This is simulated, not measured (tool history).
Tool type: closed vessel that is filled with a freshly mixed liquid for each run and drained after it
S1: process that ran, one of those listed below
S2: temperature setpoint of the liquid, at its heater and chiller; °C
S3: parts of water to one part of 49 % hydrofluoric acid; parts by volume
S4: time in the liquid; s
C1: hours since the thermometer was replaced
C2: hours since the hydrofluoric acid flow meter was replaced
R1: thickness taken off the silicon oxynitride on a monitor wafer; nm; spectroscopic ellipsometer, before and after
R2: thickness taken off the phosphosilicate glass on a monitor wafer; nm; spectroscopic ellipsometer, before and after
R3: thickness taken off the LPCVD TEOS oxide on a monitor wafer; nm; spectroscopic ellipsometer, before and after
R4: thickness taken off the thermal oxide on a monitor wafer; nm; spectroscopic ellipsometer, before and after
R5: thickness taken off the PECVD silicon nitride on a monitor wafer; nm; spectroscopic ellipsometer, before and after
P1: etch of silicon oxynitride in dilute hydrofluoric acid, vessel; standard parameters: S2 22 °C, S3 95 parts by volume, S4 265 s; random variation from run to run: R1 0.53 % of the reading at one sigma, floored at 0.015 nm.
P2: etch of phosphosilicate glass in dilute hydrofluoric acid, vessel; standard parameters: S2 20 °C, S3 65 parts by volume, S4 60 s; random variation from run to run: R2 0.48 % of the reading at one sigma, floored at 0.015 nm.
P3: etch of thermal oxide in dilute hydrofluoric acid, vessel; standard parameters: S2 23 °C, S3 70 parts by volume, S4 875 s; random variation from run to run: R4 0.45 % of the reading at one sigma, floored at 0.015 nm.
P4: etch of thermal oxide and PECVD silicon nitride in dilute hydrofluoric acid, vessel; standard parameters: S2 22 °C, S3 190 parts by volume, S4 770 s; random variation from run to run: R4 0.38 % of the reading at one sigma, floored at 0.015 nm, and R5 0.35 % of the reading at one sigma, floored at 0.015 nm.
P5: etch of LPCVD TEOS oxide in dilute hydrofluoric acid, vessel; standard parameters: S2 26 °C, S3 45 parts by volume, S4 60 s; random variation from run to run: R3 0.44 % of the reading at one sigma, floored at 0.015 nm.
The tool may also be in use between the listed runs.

| run | hour | S1 | S2 | S3 | S4 | C1 | C2 | R1 | R2 | R3 | R4 | R5 |
|---|---|---|---|---|---|---|---|---|---|---|---|---|
| 1 | 9.7 | P1 | 22 | 95 | 265 | 574.2 | 355.6 | 8.2435 |  |  |  |  |
| 2 | 24.4 | P2 | 20 | 65 | 30 | 588.9 | 370.3 |  | 80.074 |  |  |  |
| 3 | 40.4 | P5 | 18 | 45 | 60 | 604.9 | 386.3 |  |  | 52.936 |  |  |
| 4 | 50.8 | P3 | 23 | 70 | 875 | 615.3 | 396.7 |  |  |  | 56.712 |  |
| 5 | 63.9 | P1 | 22 | 35 | 265 | 628.4 | 409.8 | 23.28 |  |  |  |  |
| 6 | 79.5 | P1 | 28.5 | 95 | 265 | 644 | 425.4 | 11.166 |  |  |  |  |
| 7 | 88 | P5 | 26 | 75 | 60 | 652.5 | 433.9 |  |  | 42.665 |  |  |
| 8 | 98.9 | P1 | 22 | 95 | 265 | 663.4 | 444.8 | 8.2596 |  |  |  |  |
| 9 | 107.5 | P1 | 22 | 95 | 435 | 672 | 453.4 | 13.422 |  |  |  |  |
| 10 | 119.7 | P1 | 17 | 95 | 265 | 684.2 | 465.6 | 6.4758 |  |  |  |  |
| 11 | 129.1 | P4 | 22 | 190 | 770 | 693.6 | 475 |  |  |  | 16.79 | 20.294 |
|  | 129.9 | thermometer replaced |
| 12 | 140.7 | P1 | 22 | 95 | 265 | 10.9 | 486.6 | 8.1719 |  |  |  |  |
| 13 | 148.3 | P1 | 22 | 155 | 265 | 18.5 | 494.2 | 4.8961 |  |  |  |  |
| 14 | 165 | P1 | 22 | 95 | 265 | 35.2 | 510.9 | 8.2011 |  |  |  |  |
| 15 | 176.8 | P5 | 26 | 45 | 60 | 47 | 522.7 |  |  | 74.061 |  |  |
| 16 | 187.8 | P3 | 23 | 70 | 285 | 58 | 533.7 |  |  |  | 18.39 |  |
| 17 | 197 | P3 | 17 | 70 | 875 | 67.2 | 542.9 |  |  |  | 43.935 |  |
| 18 | 213.2 | P2 | 20 | 100 | 60 | 83.4 | 559.1 |  | 100.95 |  |  |  |
| 19 | 225.9 | P5 | 26 | 45 | 110 | 96.1 | 571.8 |  |  | 135.65 |  |  |
| 20 | 238.6 | P1 | 22 | 95 | 265 | 108.8 | 584.5 | 8.215 |  |  |  |  |
| 21 | 253.3 | P4 | 22 | 190 | 770 | 123.5 | 599.2 |  |  |  | 16.731 | 20.151 |
| 22 | 265.2 | P2 | 17 | 65 | 60 | 135.4 | 611.1 |  | 141.11 |  |  |  |
| 23 | 276.3 | P1 | 22 | 95 | 45 | 146.5 | 622.2 | 1.4101 |  |  |  |  |
| 24 | 284.4 | P2 | 20 | 65 | 60 | 154.6 | 630.3 |  | 161.35 |  |  |  |
| 25 | 300.7 | P1 | 22 | 95 | 265 | 170.9 | 646.6 | 8.2046 |  |  |  |  |
| 26 | 312.8 | P3 | 23 | 95 | 875 | 183 | 658.7 |  |  |  | 40.479 |  |
| 27 | 329.1 | P4 | 22 | 345 | 770 | 199.3 | 675 |  |  |  | 8.0175 | 11.317 |
| 28 | 339.4 | P1 | 22 | 50 | 430 | 209.6 | 685.3 | 26.417 |  |  |  |  |
| 29 | 353.3 | P5 | 26 | 45 | 60 | 223.5 | 699.2 |  |  | 74.1 |  |  |
| 30 | 368.5 | P4 | 17 | 190 | 770 | 238.7 | 714.4 |  |  |  | 13.777 | 14.634 |

Run 31, settings as shown, results not yet in. Your forecast:
| 31 | 382.6 | P4 | 22 | 190 | 1280 | 252.8 | 728.5 |  |  |  | ? | ? |

R4: 27.929 nm
R5: 33.823 nm

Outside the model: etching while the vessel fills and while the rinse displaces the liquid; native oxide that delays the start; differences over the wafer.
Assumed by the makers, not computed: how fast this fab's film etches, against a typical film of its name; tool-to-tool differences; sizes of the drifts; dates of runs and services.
